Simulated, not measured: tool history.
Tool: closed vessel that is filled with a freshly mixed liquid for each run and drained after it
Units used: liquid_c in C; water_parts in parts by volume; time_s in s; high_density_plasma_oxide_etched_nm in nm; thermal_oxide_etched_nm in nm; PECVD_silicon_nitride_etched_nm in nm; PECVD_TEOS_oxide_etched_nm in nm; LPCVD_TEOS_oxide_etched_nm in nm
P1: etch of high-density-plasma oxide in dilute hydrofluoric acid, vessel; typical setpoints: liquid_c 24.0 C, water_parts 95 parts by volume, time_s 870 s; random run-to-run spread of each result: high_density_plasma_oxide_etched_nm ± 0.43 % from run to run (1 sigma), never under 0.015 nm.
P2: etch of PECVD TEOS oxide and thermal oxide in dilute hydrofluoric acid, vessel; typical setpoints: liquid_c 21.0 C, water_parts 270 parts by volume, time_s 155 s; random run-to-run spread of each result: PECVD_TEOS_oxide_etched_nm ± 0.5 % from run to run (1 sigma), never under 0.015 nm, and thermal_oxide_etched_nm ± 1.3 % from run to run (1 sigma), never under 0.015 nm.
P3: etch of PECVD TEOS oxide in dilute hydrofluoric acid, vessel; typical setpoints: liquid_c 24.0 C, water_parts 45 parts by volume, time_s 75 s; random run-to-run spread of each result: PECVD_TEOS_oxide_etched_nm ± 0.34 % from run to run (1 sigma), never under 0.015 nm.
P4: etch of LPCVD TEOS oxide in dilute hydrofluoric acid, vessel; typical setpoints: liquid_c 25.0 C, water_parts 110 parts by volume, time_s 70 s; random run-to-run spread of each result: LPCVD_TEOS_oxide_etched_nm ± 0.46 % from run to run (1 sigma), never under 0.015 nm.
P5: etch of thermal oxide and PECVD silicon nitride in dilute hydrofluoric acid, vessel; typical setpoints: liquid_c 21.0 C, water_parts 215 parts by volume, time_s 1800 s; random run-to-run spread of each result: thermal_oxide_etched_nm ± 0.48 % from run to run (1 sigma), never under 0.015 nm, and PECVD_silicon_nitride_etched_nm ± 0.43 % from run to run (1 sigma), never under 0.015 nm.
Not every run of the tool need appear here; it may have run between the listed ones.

run,hour,process,liquid_c,water_parts,time_s,hours since the thermometer was replaced,hours since the hydrofluoric acid flow meter was replaced,high_density_plasma_oxide_etched_nm,thermal_oxide_etched_nm,PECVD_silicon_nitride_etched_nm,PECVD_TEOS_oxide_etched_nm,LPCVD_TEOS_oxide_etched_nm
1,13.4,P1,24.0,95,870,1726.3,1787.5,55.0420,,,,
2,27.3,P5,21.0,215,1800,1740.2,1801.4,,29.0550,11.93000,,
3,42.7,P1,24.0,95,870,1755.6,1816.8,54.9810,,,,
4,51.2,P5,21.0,360,1800,1764.1,1825.3,,15.0310,7.18420,,
5,62.8,P2,21.0,270,280,1775.7,1836.9,,3.8289,,9.1616,
# hour 70.6: thermometer replaced
6,71.4,P5,21.0,215,95,0.9,1845.5,,1.5349,0.63629,,
7,81.4,P4,25.0,110,70,10.9,1855.5,,,,,27.749
8,89.2,P1,24.0,20,870,18.7,1863.3,289.5000,,,,
9,104.7,P1,31.0,95,870,34.2,1878.8,72.1370,,,,
10,114.3,P2,25.0,270,155,43.8,1888.4,,2.3668,,5.8607,
11,125.1,P3,17.5,45,75,54.6,1899.2,,,,23.1610,
12,133.2,P1,19.5,95,870,62.7,1907.3,45.8160,,,,
13,143.5,P1,24.0,95,30,73.0,1917.6,1.8542,,,,
14,159.4,P5,27.0,215,1800,88.9,1933.5,,36.3830,17.36400,,
15,170.7,P2,21.0,270,155,100.2,1944.8,,2.0741,,5.0417,
16,182.0,P3,24.0,65,75,111.5,1956.1,,,,20.6550,
17,190.6,P4,25.0,110,30,120.1,1964.7,,,,,11.855
18,203.2,P4,25.0,20,70,132.7,1977.3,,,,,171.390
19,216.3,P2,21.0,270,155,145.8,1990.4,,2.1165,,5.0636,
20,228.8,P1,20.5,45,870,158.3,2002.9,107.0600,,,,
21,237.8,P3,24.0,45,75,167.3,2011.9,,,,30.5920,
22,247.5,P4,25.0,110,70,177.0,2021.6,,,,,27.862
23,263.0,P1,24.0,95,1410,192.5,2037.1,89.2610,,,,
24,270.6,P1,29.0,130,870,200.1,2044.7,46.8310,,,,
25,281.1,P3,24.0,45,105,210.6,2055.2,,,,42.6380,
26,293.6,P4,18.5,110,70,223.1,2067.7,,,,,21.341
27,304.9,P1,24.0,160,870,234.4,2079.0,30.0100,,,,
28,314.5,P1,24.0,95,870,244.0,2088.6,55.1650,,,,
29,325.4,P1,24.0,95,870,254.9,2099.5,54.6540,,,,
30,340.7,P1,24.0,95,870,270.2,2114.8,54.5610,,,,
31,353.3,P1,24.0,95,870,282.8,2127.4,54.8550,,,,
32,361.2,P2,21.0,120,155,290.7,2135.3,,5.4191,,13.2080,
33,374.2,P1,24.0,95,870,303.7,2148.3,55.4920,,,,
34,385.2,P1,24.0,95,870,314.7,2159.3,53.3420,,,,
35,392.2,P1,24.0,95,870,321.7,2166.3,53.1910,,,,
36,408.4,P1,24.0,95,870,337.9,2182.5,52.0120,,,,
37,424.5,P1,24.0,95,870,354.0,2198.6,51.8320,,,,
38,435.5,P1,24.0,95,870,365.0,2209.6,51.6270,,,,
39,451.0,P1,24.0,95,870,380.5,2225.1,52.0620,,,,
40,461.5,P1,24.0,95,870,391.0,2235.6,52.1450,,,,

The log shows P1 creeping away from where it was. Any of the 2 causes listed here, at the size stated for it, fits the log just as well as the others:
A: liquid colder than its thermometer reads (K) = 1.46
B: hydrofluoric acid flow below the setpoint (%) = 5.05
Creep in the process output first set in at about hour 374.2.

Below are 4 check runs, each on a single wafer, with their results shown as question marks. Which of them would tell the listed causes apart, meaning the causes would give clearly different results under it?
check 1,472.0,P3,24.0,45,75,,,,,,?,
check 2,472.0,P5,21.0,215,1800,,,,?,?,,
check 3,472.0,P2,21.0,270,155,,,,?,,?,
check 4,472.0,P4,25.0,110,70,,,,,,,?

How each check would come out, cause by cause:
check,result,if A,if B
check 1,PECVD_TEOS_oxide_etched_nm,28.7960,28.9620
check 2,thermal_oxide_etched_nm,27.4910,27.2910
check 2,PECVD_silicon_nitride_etched_nm,10.86900,11.36400
check 3,thermal_oxide_etched_nm,1.9666,1.9447
check 3,PECVD_TEOS_oxide_etched_nm,4.8182,4.7646
check 4,LPCVD_TEOS_oxide_etched_nm,26.223,26.177
Separation of the two closest causes in each check, using whichever result separates them best: check 1 0.57 %; check 2 4.46 %; check 3 1.12 %; check 4 0.18 %
Check 2 distinguishes between the causes, while the remaining checks would return nearly the same result for all of them.

Then check 2 was run and gave: thermal_oxide_etched_nm 27.6630 nm; PECVD_silicon_nitride_etched_nm 10.84000 nm. Which cause is it?

It is A: liquid colder than its thermometer reads (K).

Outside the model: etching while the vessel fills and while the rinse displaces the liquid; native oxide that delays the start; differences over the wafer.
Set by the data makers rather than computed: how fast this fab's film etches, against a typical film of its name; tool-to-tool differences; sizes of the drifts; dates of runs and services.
